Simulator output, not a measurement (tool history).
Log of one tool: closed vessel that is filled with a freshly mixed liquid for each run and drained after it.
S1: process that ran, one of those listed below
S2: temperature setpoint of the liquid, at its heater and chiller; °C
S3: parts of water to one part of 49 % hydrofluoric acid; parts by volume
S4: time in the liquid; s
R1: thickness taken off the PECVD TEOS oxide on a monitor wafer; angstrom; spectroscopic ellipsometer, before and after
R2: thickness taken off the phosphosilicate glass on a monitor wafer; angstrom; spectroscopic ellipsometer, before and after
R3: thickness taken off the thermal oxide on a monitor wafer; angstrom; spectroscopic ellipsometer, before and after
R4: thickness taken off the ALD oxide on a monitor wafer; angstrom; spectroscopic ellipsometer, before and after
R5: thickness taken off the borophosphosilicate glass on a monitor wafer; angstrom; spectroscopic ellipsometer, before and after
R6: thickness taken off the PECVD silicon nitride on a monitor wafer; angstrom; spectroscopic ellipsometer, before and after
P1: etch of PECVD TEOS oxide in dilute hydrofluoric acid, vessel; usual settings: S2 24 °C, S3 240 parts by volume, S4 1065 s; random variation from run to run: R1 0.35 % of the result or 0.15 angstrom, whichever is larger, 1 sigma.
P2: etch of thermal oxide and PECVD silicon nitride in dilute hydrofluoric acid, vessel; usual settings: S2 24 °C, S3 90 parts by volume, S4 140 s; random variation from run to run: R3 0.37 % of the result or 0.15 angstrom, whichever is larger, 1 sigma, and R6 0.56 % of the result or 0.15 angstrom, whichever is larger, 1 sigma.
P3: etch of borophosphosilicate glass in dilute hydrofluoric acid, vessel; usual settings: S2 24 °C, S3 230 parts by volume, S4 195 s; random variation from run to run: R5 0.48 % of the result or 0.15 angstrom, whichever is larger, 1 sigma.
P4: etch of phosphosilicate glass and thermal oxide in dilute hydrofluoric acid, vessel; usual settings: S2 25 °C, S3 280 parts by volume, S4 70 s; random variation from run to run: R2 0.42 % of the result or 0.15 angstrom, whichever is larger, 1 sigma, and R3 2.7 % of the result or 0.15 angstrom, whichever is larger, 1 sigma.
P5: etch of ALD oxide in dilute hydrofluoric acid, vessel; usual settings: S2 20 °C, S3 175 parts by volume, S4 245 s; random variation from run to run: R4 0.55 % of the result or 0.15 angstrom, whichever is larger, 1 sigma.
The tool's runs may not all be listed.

run	hour	S1	S2	S3	S4	R1	R2	R3	R4	R5	R6
1	5.6	P1	24	240	1065	330.510					
2	16.4	P4	31	280	70		291.51	12.2690			
3	25.1	P5	17	175	245				119.560		
4	31.5	P5	20	175	245				135.290		
5	37.1	P5	20	175	130				72.009		
6	43.9	P1	24	240	1065	331.460					
7	53.8	P4	25	280	110		371.36	15.5940			
8	63.1	P3	28	230	195					357.72	
9	71.1	P2	24	90	70			39.0810			29.999
10	76.2	P1	24	240	1065	332.640					
11	85.7	P1	17	240	1065	256.420					
12	91.7	P3	24	230	195					310.62	
13	101.2	P1	32	240	1065	438.880					
14	110.2	P1	30	100	1065	1173.000					
15	120.5	P1	24	130	1065	689.490					
16	131.1	P1	24	340	1065	212.720					
17	138.5	P2	17	90	140			58.6940			37.705
18	147.2	P5	20	75	245				352.490		
19	153.9	P1	24	80	75	84.606					
20	159.1	P5	20	175	245				136.000		
21	166.5	P3	24	120	195					669.13	
22	177.8	P1	24	240	1065	331.450					
23	186.4	P1	24	240	1065	332.460					
24	193.8	P3	24	230	295					463.94	
25	202.4	P1	24	240	445	139.100					
26	208.6	P1	24	240	1840	572.880					
27	215.0	P2	24	90	140			77.6200			60.574
28	220.8	P4	25	75	70		1115.80	44.6790			
29	231.4	P2	24	50	140			147.0700			107.640
30	241.3	P1	24	240	1065	334.710					
31	249.6	P2	24	90	140			77.4810			60.525
32	257.9	P4	25	280	70		237.30	9.8949			
33	265.1	P1	24	240	1065	331.780					
34	271.2	P1	24	240	1065	345.460					
35	278.9	P1	24	240	1065	352.550					
36	287.3	P1	24	240	1065	356.010					
37	298.2	P1	24	240	1065	360.750					
38	308.1	P1	24	240	1065	362.450					
39	315.8	P1	24	240	1065	362.810					

What P1 gives has crept away from where it was. These 2 causes fit the log equally well, each at the size given:
A: hydrofluoric acid flow above the setpoint (%) = 7.05
B: liquid hotter than its thermometer reads (K) = 2.38
The creep began at about hour 265.1.

4 check runs are offered, one wafer each, their results left as question marks. Which one tells the causes apart?
check 1	323.5	P5	20	175	245				?		
check 2	323.5	P2	24	90	140			?			?
check 3	323.5	P4	25	280	70		?	?			
check 4	323.5	P3	24	230	195					?	

What each check would give under each cause:
check	result	if A	if B
check 1	R4	147.110	148.940
check 2	R3	83.9280	85.4860
check 2	R6	64.676	70.685
check 3	R2	259.15	257.72
check 3	R3	10.6620	10.6030
check 4	R5	334.25	334.61
How far apart the two closest causes lie, in the result that separates them most: check 1 1.23 %; check 2 8.88 %; check 3 0.55 %; check 4 0.11 %
Only check 2 tells the causes apart: in the others they would give nearly the same result.

Check 2 was then run and gave: R3 85.5890 angstrom; R6 70.120 angstrom. Which cause is it?

It is B: liquid hotter than its thermometer reads (K).

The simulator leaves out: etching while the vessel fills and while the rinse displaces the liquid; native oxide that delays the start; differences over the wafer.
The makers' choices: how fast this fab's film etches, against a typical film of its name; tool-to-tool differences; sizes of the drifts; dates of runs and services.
